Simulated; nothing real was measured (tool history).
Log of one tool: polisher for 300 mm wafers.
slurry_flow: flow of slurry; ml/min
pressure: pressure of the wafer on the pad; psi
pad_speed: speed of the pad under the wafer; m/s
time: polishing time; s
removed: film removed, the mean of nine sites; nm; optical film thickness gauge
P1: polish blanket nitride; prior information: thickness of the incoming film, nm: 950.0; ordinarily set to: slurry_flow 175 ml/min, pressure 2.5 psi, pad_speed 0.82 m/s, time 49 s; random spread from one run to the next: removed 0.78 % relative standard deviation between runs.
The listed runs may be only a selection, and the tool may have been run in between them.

run,day,slurry_flow,pressure,pad_speed,time,removed
1,0.683,175,2.5,0.82,49,42.319
2,1.246,175,2.5,0.82,49,42.287
3,1.971,105,2.5,0.82,49,37.523
4,2.304,175,2.5,0.82,49,41.45
5,3.025,175,2.5,0.44,49,25.158
6,3.467,175,2.5,1.12,49,54.151
7,3.812,175,2.5,0.82,77,65.124
8,4.154,175,2.5,0.82,49,41.934
9,4.75,175,2.5,0.82,31,26.482
10,5.304,175,2.5,0.82,49,41.934
# day 5.617: slurry nozzle cleaned
11,5.775,175,1.4,0.82,49,23.704
12,6.167,175,3.7,0.82,49,63.069
13,6.604,175,1.9,0.82,66,42.8

What does the tool deliver on the next run?
14,6.988,175,2.5,0.82,49,?

{"run 14": {"removed": 42.309}}
